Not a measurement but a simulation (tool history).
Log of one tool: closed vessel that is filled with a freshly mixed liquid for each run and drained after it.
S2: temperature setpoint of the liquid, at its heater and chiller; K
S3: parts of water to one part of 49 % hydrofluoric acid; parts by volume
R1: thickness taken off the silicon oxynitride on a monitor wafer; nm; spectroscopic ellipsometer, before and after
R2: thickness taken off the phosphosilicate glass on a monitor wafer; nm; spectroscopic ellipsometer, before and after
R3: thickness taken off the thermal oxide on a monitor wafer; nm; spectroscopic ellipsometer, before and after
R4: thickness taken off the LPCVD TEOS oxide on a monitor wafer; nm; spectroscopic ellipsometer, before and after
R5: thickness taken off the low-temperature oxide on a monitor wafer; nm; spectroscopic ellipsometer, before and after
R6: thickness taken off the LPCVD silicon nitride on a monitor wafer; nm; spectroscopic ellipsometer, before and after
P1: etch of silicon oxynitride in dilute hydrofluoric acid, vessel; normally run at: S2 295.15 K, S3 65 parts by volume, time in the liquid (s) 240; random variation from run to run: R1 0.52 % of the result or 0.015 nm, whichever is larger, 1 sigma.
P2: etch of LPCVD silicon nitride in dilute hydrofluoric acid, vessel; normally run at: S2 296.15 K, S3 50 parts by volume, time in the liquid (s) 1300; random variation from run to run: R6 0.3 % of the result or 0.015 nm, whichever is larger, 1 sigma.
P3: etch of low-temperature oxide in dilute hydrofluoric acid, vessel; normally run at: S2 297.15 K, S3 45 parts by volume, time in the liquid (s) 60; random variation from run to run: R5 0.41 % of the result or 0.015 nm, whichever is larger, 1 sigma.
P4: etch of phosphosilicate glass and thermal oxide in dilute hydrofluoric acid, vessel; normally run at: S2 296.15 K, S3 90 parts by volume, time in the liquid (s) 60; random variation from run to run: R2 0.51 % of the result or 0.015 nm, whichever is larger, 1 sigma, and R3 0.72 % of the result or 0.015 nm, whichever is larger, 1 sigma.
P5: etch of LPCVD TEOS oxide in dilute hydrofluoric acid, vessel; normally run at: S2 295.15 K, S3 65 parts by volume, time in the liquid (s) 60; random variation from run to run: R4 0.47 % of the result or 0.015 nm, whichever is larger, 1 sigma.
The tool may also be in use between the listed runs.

Run 1, day 0.388: process that ran P1, S2 295.15 K, S3 65 parts by volume, time in the liquid (s) 240. Result: R1 5.3503 nm.
Run 2, day 1.108: process that ran P1, S2 295.15 K, S3 65 parts by volume, time in the liquid (s) 240. Result: R1 5.3788 nm.
Run 3, day 1.6: process that ran P1, S2 299.65 K, S3 65 parts by volume, time in the liquid (s) 120. Result: R1 3.3246 nm.
Run 4, day 2.275: process that ran P4, S2 291.15 K, S3 90 parts by volume, time in the liquid (s) 60. Result: R2 75.647 nm, R3 2.5225 nm.
Run 5, day 3.004: process that ran P5, S2 290.15 K, S3 65 parts by volume, time in the liquid (s) 60. Result: R4 12.39 nm.
Run 6, day 3.554: process that ran P3, S2 290.15 K, S3 45 parts by volume, time in the liquid (s) 60. Result: R5 26.562 nm.
Run 7, day 4.062: process that ran P1, S2 301.65 K, S3 65 parts by volume, time in the liquid (s) 240. Result: R1 7.2982 nm.
Run 8, day 4.533: process that ran P1, S2 295.15 K, S3 25 parts by volume, time in the liquid (s) 240. Result: R1 14.255 nm.
Run 9, day 5.233: process that ran P1, S2 295.15 K, S3 65 parts by volume, time in the liquid (s) 240. Result: R1 5.3358 nm.
Run 10, day 5.908: process that ran P4, S2 296.15 K, S3 90 parts by volume, time in the liquid (s) 35. Result: R2 53.639 nm, R3 1.8647 nm.
Run 11, day 6.467: process that ran P2, S2 296.15 K, S3 50 parts by volume, time in the liquid (s) 275. Result: R6 2.6383 nm.
Run 12, day 7.138: process that ran P1, S2 295.15 K, S3 65 parts by volume, time in the liquid (s) 240. Result: R1 5.3484 nm.
Run 13, day 7.892: process that ran P1, S2 295.15 K, S3 65 parts by volume, time in the liquid (s) 105. Result: R1 2.3288 nm.
Run 14, day 8.45: process that ran P1, S2 295.15 K, S3 90 parts by volume, time in the liquid (s) 240. Result: R1 3.7903 nm.
Run 15, day 8.95: process that ran P4, S2 296.15 K, S3 90 parts by volume, time in the liquid (s) 60. Result: R2 92.801 nm, R3 3.1018 nm.
Run 16, day 9.462: process that ran P3, S2 297.15 K, S3 45 parts by volume, time in the liquid (s) 60. Result: R5 35.595 nm.
Run 17, day 10.075: process that ran P5, S2 295.15 K, S3 65 parts by volume, time in the liquid (s) 60. Result: R4 15.032 nm.
Run 18, day 10.408: process that ran P5, S2 295.15 K, S3 25 parts by volume, time in the liquid (s) 60. Result: R4 41.251 nm.
Run 19, day 10.746: process that ran P4, S2 296.15 K, S3 90 parts by volume, time in the liquid (s) 60. Result: R2 92.627 nm, R3 3.146 nm.
Run 20, day 11.283: process that ran P1, S2 295.15 K, S3 20 parts by volume, time in the liquid (s) 105. Result: R1 7.777 nm.
Run 21, day 12.008: process that ran P1, S2 295.15 K, S3 65 parts by volume, time in the liquid (s) 420. Result: R1 9.4009 nm.
Run 22, day 12.492: process that ran P4, S2 296.15 K, S3 25 parts by volume, time in the liquid (s) 60. Result: R2 366.8 nm, R3 12.133 nm.
Run 23, day 13.058: process that ran P1, S2 291.65 K, S3 65 parts by volume, time in the liquid (s) 40. Result: R1 0.74736 nm.
Run 24, day 13.567: process that ran P2, S2 296.15 K, S3 30 parts by volume, time in the liquid (s) 1300. Result: R6 20.259 nm.
Run 25, day 14.075: process that ran P2, S2 296.15 K, S3 50 parts by volume, time in the liquid (s) 1300. Result: R6 12.347 nm.
Run 26, day 14.479: process that ran P2, S2 296.15 K, S3 50 parts by volume, time in the liquid (s) 1300. Result: R6 12.433 nm.
Run 27, day 14.812: process that ran P3, S2 297.15 K, S3 45 parts by volume, time in the liquid (s) 115. Result: R5 67.795 nm.
Run 28, day 15.208: process that ran P5, S2 295.15 K, S3 65 parts by volume, time in the liquid (s) 30. Result: R4 7.5258 nm.
Run 29, day 15.704: process that ran P2, S2 291.65 K, S3 50 parts by volume, time in the liquid (s) 1300. Result: R6 9.1278 nm.
Run 30, day 16.233: process that ran P3, S2 297.15 K, S3 20 parts by volume, time in the liquid (s) 60. Result: R5 83.14 nm.
Run 31, day 16.717: process that ran P1, S2 291.15 K, S3 65 parts by volume, time in the liquid (s) 240. Result: R1 4.3526 nm.
Run 32, day 17.358: process that ran P1, S2 295.15 K, S3 65 parts by volume, time in the liquid (s) 240. Result: R1 5.3885 nm.
Run 33, day 18.108: process that ran P1, S2 295.15 K, S3 65 parts by volume, time in the liquid (s) 240. Result: R1 5.6389 nm.
Run 34, day 18.842: process that ran P1, S2 295.15 K, S3 65 parts by volume, time in the liquid (s) 240. Result: R1 5.7844 nm.
Run 35, day 19.5: process that ran P1, S2 295.15 K, S3 65 parts by volume, time in the liquid (s) 240. Result: R1 5.8263 nm.
Run 36, day 19.988: process that ran P1, S2 295.15 K, S3 65 parts by volume, time in the liquid (s) 240. Result: R1 5.8631 nm.
Run 37, day 20.371: process that ran P1, S2 295.15 K, S3 65 parts by volume, time in the liquid (s) 240. Result: R1 5.8804 nm.
Run 38, day 20.829: process that ran P1, S2 295.15 K, S3 65 parts by volume, time in the liquid (s) 240. Result: R1 5.9008 nm.
Run 39, day 21.454: process that ran P1, S2 295.15 K, S3 65 parts by volume, time in the liquid (s) 240. Result: R1 5.9488 nm.
Run 40, day 21.95: process that ran P1, S2 295.15 K, S3 65 parts by volume, time in the liquid (s) 240. Result: R1 5.8972 nm.

What P1 gives has crept away from where it was. These 2 causes fit the log equally well, each at the size given:
A: hydrofluoric acid flow above the setpoint (%) = 9.44
B: liquid hotter than its thermometer reads (K) = 1.95
The creep began at about day 17.358.

4 check runs are offered, one wafer each, their results left as question marks. Which one tells the causes apart?
Run check 1, day 22.446: process that ran P4, S2 291.65 K, S3 30 parts by volume, time in the liquid (s) 60. Result: R2 ?, R3 ?.
Run check 2, day 22.446: process that ran P3, S2 290.15 K, S3 45 parts by volume, time in the liquid (s) 60. Result: R5 ?.
Run check 3, day 22.446: process that ran P2, S2 296.15 K, S3 50 parts by volume, time in the liquid (s) 515. Result: R6 ?.
Run check 4, day 22.446: process that ran P5, S2 291.15 K, S3 30 parts by volume, time in the liquid (s) 60. Result: R4 ?.

What each check would give under each cause:
  check  result    if A    if B
check 1      R2  272.48  270.07
check 1      R3  9.1027  9.0219
check 2      R5  29.114  28.822
check 3      R6   5.371  5.6099
check 4      R4   31.55  31.282
How far apart the two closest causes lie, in the result that separates them most: check 1 0.89 %; check 2 1.01 %; check 3 4.35 %; check 4 0.86 %
Check 3 tells the causes apart: in the others they would give nearly the same result.

Check 3 was then run and gave: R6 5.3963 nm. Which cause is it?

It is A: hydrofluoric acid flow above the setpoint (%).
